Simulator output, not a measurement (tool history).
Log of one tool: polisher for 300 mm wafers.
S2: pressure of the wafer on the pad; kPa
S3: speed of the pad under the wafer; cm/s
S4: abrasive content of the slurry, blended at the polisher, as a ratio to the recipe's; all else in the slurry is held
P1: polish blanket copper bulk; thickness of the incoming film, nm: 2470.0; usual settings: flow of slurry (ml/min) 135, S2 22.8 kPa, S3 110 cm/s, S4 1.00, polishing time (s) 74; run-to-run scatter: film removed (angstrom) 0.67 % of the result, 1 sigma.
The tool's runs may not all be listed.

{"run": 1, "hour": 8.1, "flow of slurry (ml/min)": 135, "S2": 22.8, "S3": 110, "S4": 1.0, "polishing time (s)": 74, "film removed (angstrom)": 7146.8}
{"run": 2, "hour": 24.0, "flow of slurry (ml/min)": 135, "S2": 22.8, "S3": 110, "S4": 0.5, "polishing time (s)": 74, "film removed (angstrom)": 6195.9}
{"run": 3, "hour": 33.2, "flow of slurry (ml/min)": 135, "S2": 22.8, "S3": 110, "S4": 1.3, "polishing time (s)": 74, "film removed (angstrom)": 7600.6}
{"run": 4, "hour": 41.5, "flow of slurry (ml/min)": 135, "S2": 32.4, "S3": 110, "S4": 1.0, "polishing time (s)": 43, "film removed (angstrom)": 5908.4}
{"run": 5, "hour": 52.3, "flow of slurry (ml/min)": 135, "S2": 22.8, "S3": 110, "S4": 1.0, "polishing time (s)": 74, "film removed (angstrom)": 7222.8}
{"run": 6, "hour": 60.5, "flow of slurry (ml/min)": 80, "S2": 22.8, "S3": 110, "S4": 1.0, "polishing time (s)": 74, "film removed (angstrom)": 6380.7}
{"run": 7, "hour": 71.3, "flow of slurry (ml/min)": 135, "S2": 22.8, "S3": 52, "S4": 1.0, "polishing time (s)": 74, "film removed (angstrom)": 3383.5}
{"run": 8, "hour": 85.2, "flow of slurry (ml/min)": 175, "S2": 22.8, "S3": 110, "S4": 1.0, "polishing time (s)": 74, "film removed (angstrom)": 7469.0}
{"run": 9, "hour": 101.0, "flow of slurry (ml/min)": 135, "S2": 22.8, "S3": 110, "S4": 1.0, "polishing time (s)": 74, "film removed (angstrom)": 7163.7}
{"run": 10, "hour": 110.6, "flow of slurry (ml/min)": 135, "S2": 10.3, "S3": 110, "S4": 1.0, "polishing time (s)": 74, "film removed (angstrom)": 3243.4}
{"run": 11, "hour": 120.6, "flow of slurry (ml/min)": 135, "S2": 22.8, "S3": 110, "S4": 1.0, "polishing time (s)": 74, "film removed (angstrom)": 7150.0}
{"run": 12, "hour": 134.3, "flow of slurry (ml/min)": 135, "S2": 22.8, "S3": 110, "S4": 1.0, "polishing time (s)": 74, "film removed (angstrom)": 7156.1}
{"run": 13, "hour": 147.9, "flow of slurry (ml/min)": 135, "S2": 22.8, "S3": 148, "S4": 1.0, "polishing time (s)": 74, "film removed (angstrom)": 9564.4}
{"run": 14, "hour": 156.8, "flow of slurry (ml/min)": 135, "S2": 22.8, "S3": 110, "S4": 1.0, "polishing time (s)": 34, "film removed (angstrom)": 3315.0}
{"run": 15, "hour": 169.0, "flow of slurry (ml/min)": 135, "S2": 22.8, "S3": 110, "S4": 1.0, "polishing time (s)": 109, "film removed (angstrom)": 10581.0}
{"run": 16, "hour": 177.1, "flow of slurry (ml/min)": 135, "S2": 31.0, "S3": 110, "S4": 1.0, "polishing time (s)": 74, "film removed (angstrom)": 9907.4}
{"run": 17, "hour": 188.4, "flow of slurry (ml/min)": 135, "S2": 22.8, "S3": 56, "S4": 0.75, "polishing time (s)": 74, "film removed (angstrom)": 3452.1}
{"run": 18, "hour": 203.2, "flow of slurry (ml/min)": 135, "S2": 22.8, "S3": 110, "S4": 1.0, "polishing time (s)": 74, "film removed (angstrom)": 7132.2}
{"run": 19, "hour": 210.4, "flow of slurry (ml/min)": 135, "S2": 22.8, "S3": 110, "S4": 1.0, "polishing time (s)": 74, "film removed (angstrom)": 6865.6}
{"run": 20, "hour": 221.0, "flow of slurry (ml/min)": 135, "S2": 22.8, "S3": 110, "S4": 1.0, "polishing time (s)": 74, "film removed (angstrom)": 6824.5}
{"run": 21, "hour": 229.7, "flow of slurry (ml/min)": 135, "S2": 22.8, "S3": 110, "S4": 1.0, "polishing time (s)": 74, "film removed (angstrom)": 6711.2}
{"hour": 238.5, "done": "slurry blender recalibrated"}
{"run": 22, "hour": 243.8, "flow of slurry (ml/min)": 135, "S2": 22.8, "S3": 110, "S4": 1.0, "polishing time (s)": 74, "film removed (angstrom)": 6526.2}
{"run": 23, "hour": 251.6, "flow of slurry (ml/min)": 135, "S2": 22.8, "S3": 110, "S4": 1.0, "polishing time (s)": 74, "film removed (angstrom)": 6579.3}
{"hour": 259.7, "done": "worn pad replaced by a new one"}
{"run": 24, "hour": 262.2, "flow of slurry (ml/min)": 135, "S2": 22.8, "S3": 110, "S4": 1.0, "polishing time (s)": 74, "film removed (angstrom)": 6583.2}

Run 25 comes next. What will it give?
{"run": 25, "hour": 276.4, "flow of slurry (ml/min)": 135, "S2": 22.8, "S3": 110, "S4": 1.0, "polishing time (s)": 74, "film removed (angstrom)": "?"}

film removed (angstrom): 6461.1
